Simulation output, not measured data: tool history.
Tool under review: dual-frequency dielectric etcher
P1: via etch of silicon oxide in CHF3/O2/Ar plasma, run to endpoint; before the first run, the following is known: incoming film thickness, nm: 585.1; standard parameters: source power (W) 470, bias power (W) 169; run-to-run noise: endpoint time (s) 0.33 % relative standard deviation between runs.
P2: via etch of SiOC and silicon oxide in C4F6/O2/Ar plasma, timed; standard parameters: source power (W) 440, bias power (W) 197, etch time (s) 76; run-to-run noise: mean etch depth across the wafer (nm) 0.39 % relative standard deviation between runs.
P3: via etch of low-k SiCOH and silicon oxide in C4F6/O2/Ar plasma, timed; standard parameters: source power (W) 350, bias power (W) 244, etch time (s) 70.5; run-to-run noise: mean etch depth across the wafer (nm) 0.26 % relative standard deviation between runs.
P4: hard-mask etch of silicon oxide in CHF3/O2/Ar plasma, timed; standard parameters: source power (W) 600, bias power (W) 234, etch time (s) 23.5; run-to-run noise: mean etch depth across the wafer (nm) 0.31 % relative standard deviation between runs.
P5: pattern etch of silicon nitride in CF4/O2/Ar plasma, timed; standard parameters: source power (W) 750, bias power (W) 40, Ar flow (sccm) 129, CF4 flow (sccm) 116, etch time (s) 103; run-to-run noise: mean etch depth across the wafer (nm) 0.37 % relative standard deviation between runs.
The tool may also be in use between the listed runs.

run	hour	process that ran	source power (W)	bias power (W)	Ar flow (sccm)	CF4 flow (sccm)	etch time (s)	hours since the last wet clean	hours since the last source power generator calibration	hours since the last bias power generator calibration	endpoint time (s)	mean etch depth across the wafer (nm)
1	3.8	P1	470	169				183	1855.3	1432.9	336.94	
2	11	P1	470	169				190.2	1862.5	1440.1	333.39	
3	15.1	P5	750	40	129	116	146.5	194.3	1866.6	1444.2		356.12
4	21	P5	750	40	91	116	103	200.2	1872.5	1450.1		261.65
5	24.9	P5	750	40	129	161	103	204.1	1876.4	1454		261.61
6	29.5	P5	750	40	129	116	103	208.7	1881	1458.6		250.17
7	32.6	P1	470	169				211.8	1884.1	1461.7	334.12	
8	38.5	P3	350	149			70.5	217.7	1890	1467.6		180.58
# hour 42: source power generator calibrated
9	42.7	P1	470	169				221.9	0.8	1471.8	334.2	
10	46.9	P2	440	197			76	226.1	5	1476		91.742
11	50.9	P3	470	244			70.5	230.1	9	1480		236.23
12	57.5	P4	600	234			23.5	236.7	15.6	1486.6		52.147
13	63.6	P1	300	169				242.8	21.7	1492.7	398.69	
14	68.1	P2	610	197			76	247.3	26.2	1497.2		103.79
15	72.3	P3	350	244			54	251.5	30.4	1501.4		162.06
16	77.5	P3	350	244			70.5	256.7	35.6	1506.6		212.29
17	82.5	P3	350	244			70.5	261.7	40.6	1511.6		211.37
18	86.9	P5	900	40	129	116	103	266.1	45	1516		295.28
19	92.8	P4	600	234			18	272	50.9	1521.9		39.831
20	97.1	P1	470	120				276.3	55.2	1526.2	374.63	
21	102.4	P2	440	260			76	281.6	60.5	1531.5		100.73
22	108	P1	620	169				287.2	66.1	1537.1	300.93	
23	112.2	P4	490	234			23.5	291.4	70.3	1541.3		48.362
24	116.2	P4	600	234			23.5	295.4	74.3	1545.3		52.56
25	123.1	P1	470	169				302.3	81.2	1552.2	334.54	
26	130.2	P4	600	308			23.5	309.4	88.3	1559.3		57.536
27	134.9	P1	470	235				314.1	93	1564	299.77	
28	141.2	P2	440	197			104	320.4	99.3	1570.3		126.64
29	145.9	P1	470	169				325.1	104	1575	337.08	
30	152.8	P1	470	169				332	110.9	1581.9	335.1	
31	156.2	P2	440	197			76	335.4	114.3	1585.3		92.027
32	160.9	P1	650	121				340.1	119	1590	328.17	
33	167.1	P1	310	197				346.3	125.2	1596.2	370.71	
34	172.2	P5	750	25	129	116	103	351.4	130.3	1601.3		214.89
35	176.3	P1	470	169				355.5	134.4	1605.4	335.97	
36	179.4	P1	470	169				358.6	137.5	1608.5	338.49	
37	182.7	P1	470	169				361.9	140.8	1611.8	339.24	
38	186.7	P1	470	169				365.9	144.8	1615.8	339.12	
39	193.6	P1	470	169				372.8	151.7	1622.7	338.57	
40	196.7	P1	470	169				375.9	154.8	1625.8	341.16	
41	201.8	P1	470	169				381	159.9	1630.9	341.58	
# hour 202.3: wet clean of the chamber
42	207.9	P1	470	169				5.6	166	1637	340.3	
43	211.9	P1	470	169				9.6	170	1641	339.97	

Something has made what P1 gives creep away from where it was; the 2 causes below, each at its own stated size, fit the log equally well:
A: bias power that arrives under what is set, % = 4.85
B: source power that arrives under what is set, % = 4.28
The process output started creeping at around hour 176.3.
Other possible causes, and why each is ruled out:
chamber walls in a state that lowers the etch rate, %: its service at hour 202.3 followed the start of the drift and did not put the process back to its old value

Below are 4 check runs, each averaged over 2 wafers, with their results shown as question marks. Which of them would give clearly different results depending on which cause is behind the drift?
check 1	215.9	P2	440	197			76					?
check 2	215.9	P3	350	244			70.5					?
check 3	215.9	P5	750	40	129	116	103					?
check 4	215.9	P4	600	234			23.5					?

Check results expected under each cause:
check	result	if A	if B
check 1	mean etch depth across the wafer (nm)	90.327	90.257
check 2	mean etch depth across the wafer (nm)	208.1	208.12
check 3	mean etch depth across the wafer (nm)	246.47	241.3
check 4	mean etch depth across the wafer (nm)	51.314	51.366
Gap, in per cent, between the two causes that each check separates least, read from the result that separates them most: check 1 0.08 %; check 2 0.01 %; check 3 2.12 %; check 4 0.1 %
Check 3 is the one run that separates the causes; every other check would come out nearly the same whichever cause is at work.

Check 3 was then run and gave: mean etch depth across the wafer (nm) 241.48. Which cause is it?

It is B: source power that arrives under what is set, %.
